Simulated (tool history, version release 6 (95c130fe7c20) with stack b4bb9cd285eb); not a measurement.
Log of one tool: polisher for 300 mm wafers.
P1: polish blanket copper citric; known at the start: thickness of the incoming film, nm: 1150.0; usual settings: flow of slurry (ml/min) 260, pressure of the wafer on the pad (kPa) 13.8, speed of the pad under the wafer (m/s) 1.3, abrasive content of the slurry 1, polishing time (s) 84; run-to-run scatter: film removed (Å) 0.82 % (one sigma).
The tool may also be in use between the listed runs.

| run | hour | flow of slurry (ml/min) | pressure of the wafer on the pad (kPa) | speed of the pad under the wafer (m/s) | abrasive content of the slurry | polishing time (s) | wafers polished on this pad | hours since the slurry nozzle was cleaned | hours since the head pressure was calibrated | hours since the slurry blender was calibrated | film removed (Å) |
|---|---|---|---|---|---|---|---|---|---|---|---|
| 1 | 7.8 | 260 | 13.8 | 1.3 | 1 | 84 | 995 | 260 | 160.7 | 129 | 1520.1 |
| 2 | 15.1 | 260 | 13.8 | 1.3 | 1 | 84 | 1067 | 267.3 | 168 | 136.3 | 1530.4 |
| 3 | 21.3 | 260 | 13.8 | 1.3 | 0.75 | 51 | 1128 | 273.5 | 174.2 | 142.5 | 872.29 |
| 4 | 30 | 170 | 13.8 | 1.3 | 1 | 84 | 1213 | 282.2 | 182.9 | 151.2 | 1444.6 |
|  | 31.7 | worn pad replaced by a new one |
| 5 | 38.6 | 260 | 13.8 | 1.3 | 1 | 84 | 68 | 290.8 | 191.5 | 159.8 | 1507.7 |
| 6 | 45.1 | 380 | 13.8 | 1.3 | 1 | 84 | 131 | 297.3 | 198 | 166.3 | 1598.8 |
| 7 | 49.3 | 260 | 13.8 | 1.3 | 1.35 | 84 | 173 | 301.5 | 202.2 | 170.5 | 1632.6 |
| 8 | 54.3 | 260 | 9.7 | 1.3 | 1 | 47 | 222 | 306.5 | 207.2 | 175.5 | 597.66 |
| 9 | 63.1 | 260 | 13.8 | 0.8 | 1 | 84 | 308 | 315.3 | 216 | 184.3 | 962.81 |
| 10 | 70.1 | 260 | 13.8 | 1.84 | 1 | 84 | 377 | 322.3 | 223 | 191.3 | 2121.1 |
| 11 | 74.8 | 260 | 9 | 1.3 | 1 | 84 | 423 | 327 | 227.7 | 196 | 994.73 |
| 12 | 79.2 | 260 | 13.8 | 1.3 | 0.7 | 84 | 466 | 331.4 | 232.1 | 200.4 | 1434.7 |
| 13 | 84.6 | 260 | 13.8 | 1.3 | 1 | 84 | 519 | 336.8 | 237.5 | 205.8 | 1515.5 |
| 14 | 89 | 260 | 13.8 | 1.3 | 1 | 110 | 562 | 341.2 | 241.9 | 210.2 | 2000.4 |
| 15 | 98 | 260 | 22.1 | 1.3 | 1 | 84 | 650 | 350.2 | 250.9 | 219.2 | 2431.9 |
| 16 | 104.9 | 260 | 6.9 | 1.3 | 0.8 | 84 | 718 | 357.1 | 257.8 | 226.1 | 744.38 |
| 17 | 113.5 | 260 | 13.8 | 1.3 | 1 | 63 | 802 | 365.7 | 266.4 | 234.7 | 1147 |

The next listed run, before its measurement:
| 18 | 120.7 | 260 | 13.8 | 1.3 | 1 | 84 | 873 | 372.9 | 273.6 | 241.9 | ? |

Run 18 gave film removed (Å) 1524.9.
